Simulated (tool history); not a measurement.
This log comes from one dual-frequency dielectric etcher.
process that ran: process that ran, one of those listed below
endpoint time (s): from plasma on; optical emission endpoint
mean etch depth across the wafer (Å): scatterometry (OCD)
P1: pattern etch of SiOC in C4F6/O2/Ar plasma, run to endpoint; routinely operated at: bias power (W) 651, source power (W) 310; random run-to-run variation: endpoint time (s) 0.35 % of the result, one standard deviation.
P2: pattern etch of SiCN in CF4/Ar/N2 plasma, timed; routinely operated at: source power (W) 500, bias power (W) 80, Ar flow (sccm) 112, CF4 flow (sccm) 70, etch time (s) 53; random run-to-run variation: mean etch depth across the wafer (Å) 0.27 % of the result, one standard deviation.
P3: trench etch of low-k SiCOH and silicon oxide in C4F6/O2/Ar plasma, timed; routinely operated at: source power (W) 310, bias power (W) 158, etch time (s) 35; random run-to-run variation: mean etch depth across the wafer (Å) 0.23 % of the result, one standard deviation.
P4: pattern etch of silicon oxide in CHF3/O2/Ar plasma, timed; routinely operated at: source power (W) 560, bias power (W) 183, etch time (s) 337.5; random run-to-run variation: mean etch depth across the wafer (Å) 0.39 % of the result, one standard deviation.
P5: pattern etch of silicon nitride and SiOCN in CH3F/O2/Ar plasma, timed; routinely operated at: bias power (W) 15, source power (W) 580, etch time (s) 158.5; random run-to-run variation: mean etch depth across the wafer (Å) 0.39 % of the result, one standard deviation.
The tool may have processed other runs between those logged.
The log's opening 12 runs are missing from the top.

run   hour  process that ran  bias power (W)  source power (W)  Ar flow (sccm)  CF4 flow (sccm)  etch time (s)  endpoint time (s)  mean etch depth across the wafer (Å)
 13  146.2                P5              15               720                                           158.5                                                    214.3
 14  157.4                P1             651               310                                                             12.393
 15  165.4                P2              80               500             155               70             53                                                   484.95
 16  177.4                P4             242               560                                           337.5                                                   7037.8
 17  186.2                P1             651               310                                                             12.357
 18  193.1                P4             183               560                                           337.5                                                   6378.6
 19  203.8                P3             158               310                                              19                                                   513.18
 20  215.9                P5              15               580                                           158.5                                                   197.77
 21  223.8                P4             183               560                                             434                                                     8215

Estimate the outcome of run 22 from the log above:
 22  237.3                P5              15               580                                              92                                                        ?

mean etch depth across the wafer (Å): 115.79
